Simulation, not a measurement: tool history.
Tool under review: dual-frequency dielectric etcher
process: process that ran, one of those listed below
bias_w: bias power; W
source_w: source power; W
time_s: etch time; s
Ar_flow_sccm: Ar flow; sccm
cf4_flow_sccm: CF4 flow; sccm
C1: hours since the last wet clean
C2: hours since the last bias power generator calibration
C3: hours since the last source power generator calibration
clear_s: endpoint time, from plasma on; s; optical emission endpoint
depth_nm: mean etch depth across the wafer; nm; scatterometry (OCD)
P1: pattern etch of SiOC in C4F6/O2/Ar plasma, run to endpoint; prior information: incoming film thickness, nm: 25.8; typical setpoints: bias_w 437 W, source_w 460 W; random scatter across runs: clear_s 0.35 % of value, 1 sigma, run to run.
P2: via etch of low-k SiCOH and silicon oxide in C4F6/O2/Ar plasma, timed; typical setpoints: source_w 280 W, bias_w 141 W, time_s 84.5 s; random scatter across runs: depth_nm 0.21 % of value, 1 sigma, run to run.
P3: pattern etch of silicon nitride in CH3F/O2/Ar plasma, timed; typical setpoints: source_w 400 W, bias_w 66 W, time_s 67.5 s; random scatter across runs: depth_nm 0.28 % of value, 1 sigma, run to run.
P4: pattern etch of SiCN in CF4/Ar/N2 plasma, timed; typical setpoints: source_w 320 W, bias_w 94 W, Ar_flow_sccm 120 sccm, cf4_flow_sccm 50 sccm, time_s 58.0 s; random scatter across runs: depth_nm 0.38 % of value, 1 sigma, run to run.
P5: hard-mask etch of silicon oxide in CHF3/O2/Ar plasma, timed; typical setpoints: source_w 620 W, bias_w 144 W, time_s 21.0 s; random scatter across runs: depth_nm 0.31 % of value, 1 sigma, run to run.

run 1 hour=15.7 | process=P1 bias_w=437 source_w=460 | C1=279.4 C2=1037.2 C3=2241.4 | clear_s=8.3349
run 2 hour=27.4 | process=P5 bias_w=144 source_w=400 time_s=21.0 | C1=291.1 C2=1048.9 C3=2253.1 | depth_nm=33.467
run 3 hour=40.5 | process=P4 bias_w=94 source_w=320 time_s=58.0 Ar_flow_sccm=120 cf4_flow_sccm=50 | C1=304.2 C2=1062.0 C3=2266.2 | depth_nm=37.874
run 4 hour=51.0 | process=P1 bias_w=437 source_w=460 | C1=314.7 C2=1072.5 C3=2276.7 | clear_s=8.3907
run 5 hour=63.2 | process=P2 bias_w=185 source_w=280 time_s=84.5 | C1=326.9 C2=1084.7 C3=2288.9 | depth_nm=206.910
-- hour=73.5 source power generator calibrated
run 6 hour=74.0 | process=P5 bias_w=178 source_w=620 time_s=21.0 | C1=337.7 C2=1095.5 C3=0.5 | depth_nm=42.363
run 7 hour=84.8 | process=P4 bias_w=94 source_w=320 time_s=58.0 Ar_flow_sccm=165 cf4_flow_sccm=50 | C1=348.5 C2=1106.3 C3=11.3 | depth_nm=36.103
run 8 hour=94.2 | process=P4 bias_w=94 source_w=420 time_s=58.0 Ar_flow_sccm=120 cf4_flow_sccm=50 | C1=357.9 C2=1115.7 C3=20.7 | depth_nm=47.985
-- hour=95.5 wet clean of the chamber
run 9 hour=108.2 | process=P2 bias_w=141 source_w=380 time_s=84.5 | C1=12.8 C2=1129.7 C3=34.7 | depth_nm=213.440
run 10 hour=122.9 | process=P1 bias_w=352 source_w=640 | C1=27.5 C2=1144.4 C3=49.4 | clear_s=7.9460
run 11 hour=137.5 | process=P3 bias_w=66 source_w=400 time_s=67.5 | C1=42.1 C2=1159.0 C3=64.0 | depth_nm=44.717
run 12 hour=147.0 | process=P3 bias_w=66 source_w=400 time_s=51.5 | C1=51.6 C2=1168.5 C3=73.5 | depth_nm=33.963
run 13 hour=158.8 | process=P1 bias_w=314 source_w=460 | C1=63.4 C2=1180.3 C3=85.3 | clear_s=9.4292
run 14 hour=168.3 | process=P4 bias_w=94 source_w=320 time_s=58.0 Ar_flow_sccm=120 cf4_flow_sccm=37 | C1=72.9 C2=1189.8 C3=94.8 | depth_nm=36.185
run 15 hour=183.3 | process=P1 bias_w=437 source_w=460 | C1=87.9 C2=1204.8 C3=109.8 | clear_s=8.3419
run 16 hour=193.8 | process=P4 bias_w=94 source_w=320 time_s=38.0 Ar_flow_sccm=120 cf4_flow_sccm=50 | C1=98.4 C2=1215.3 C3=120.3 | depth_nm=24.788
run 17 hour=208.1 | process=P5 bias_w=144 source_w=620 time_s=15.0 | C1=112.7 C2=1229.6 C3=134.6 | depth_nm=28.116
run 18 hour=216.9 | process=P3 bias_w=41 source_w=400 time_s=67.5 | C1=121.5 C2=1238.4 C3=143.4 | depth_nm=38.599
run 19 hour=228.3 | process=P3 bias_w=66 source_w=550 time_s=67.5 | C1=132.9 C2=1249.8 C3=154.8 | depth_nm=50.547
run 20 hour=238.8 | process=P1 bias_w=437 source_w=460 | C1=143.4 C2=1260.3 C3=165.3 | clear_s=8.2947
run 21 hour=253.2 | process=P2 bias_w=141 source_w=280 time_s=84.5 | C1=157.8 C2=1274.7 C3=179.7 | depth_nm=189.440
run 22 hour=265.2 | process=P2 bias_w=141 source_w=280 time_s=48.5 | C1=169.8 C2=1286.7 C3=191.7 | depth_nm=108.660
run 23 hour=277.8 | process=P4 bias_w=116 source_w=320 time_s=58.0 Ar_flow_sccm=120 cf4_flow_sccm=50 | C1=182.4 C2=1299.3 C3=204.3 | depth_nm=41.079
run 24 hour=290.8 | process=P2 bias_w=141 source_w=280 time_s=84.5 | C1=195.4 C2=1312.3 C3=217.3 | depth_nm=189.610
run 25 hour=301.4 | process=P5 bias_w=144 source_w=620 time_s=21.0 | C1=206.0 C2=1322.9 C3=227.9 | depth_nm=39.706
run 26 hour=314.6 | process=P1 bias_w=283 source_w=550 | C1=219.2 C2=1336.1 C3=241.1 | clear_s=9.0688
run 27 hour=329.1 | process=P1 bias_w=437 source_w=460 | C1=233.7 C2=1350.6 C3=255.6 | clear_s=8.3143
run 28 hour=340.2 | process=P1 bias_w=437 source_w=350 | C1=244.8 C2=1361.7 C3=266.7 | clear_s=9.2320
run 29 hour=347.9 | process=P1 bias_w=437 source_w=560 | C1=252.5 C2=1369.4 C3=274.4 | clear_s=7.7743
run 30 hour=359.4 | process=P1 bias_w=437 source_w=460 | C1=264.0 C2=1380.9 C3=285.9 | clear_s=8.3375
run 31 hour=366.9 | process=P1 bias_w=535 source_w=460 | C1=271.5 C2=1388.4 C3=293.4 | clear_s=7.7686
run 32 hour=381.1 | process=P1 bias_w=345 source_w=610 | C1=285.7 C2=1402.6 C3=307.6 | clear_s=8.1592
run 33 hour=390.4 | process=P1 bias_w=437 source_w=460 | C1=295.0 C2=1411.9 C3=316.9 | clear_s=8.3344
run 34 hour=405.1 | process=P1 bias_w=437 source_w=460 | C1=309.7 C2=1426.6 C3=331.6 | clear_s=8.4075
run 35 hour=413.6 | process=P1 bias_w=437 source_w=460 | C1=318.2 C2=1435.1 C3=340.1 | clear_s=8.3961

What does the tool deliver on the next run?
run 36 hour=422.8 | process=P1 bias_w=437 source_w=460 | C1=327.4 C2=1444.3 C3=349.3 | clear_s=?

Run 36 measured clear_s 8.4970 s.

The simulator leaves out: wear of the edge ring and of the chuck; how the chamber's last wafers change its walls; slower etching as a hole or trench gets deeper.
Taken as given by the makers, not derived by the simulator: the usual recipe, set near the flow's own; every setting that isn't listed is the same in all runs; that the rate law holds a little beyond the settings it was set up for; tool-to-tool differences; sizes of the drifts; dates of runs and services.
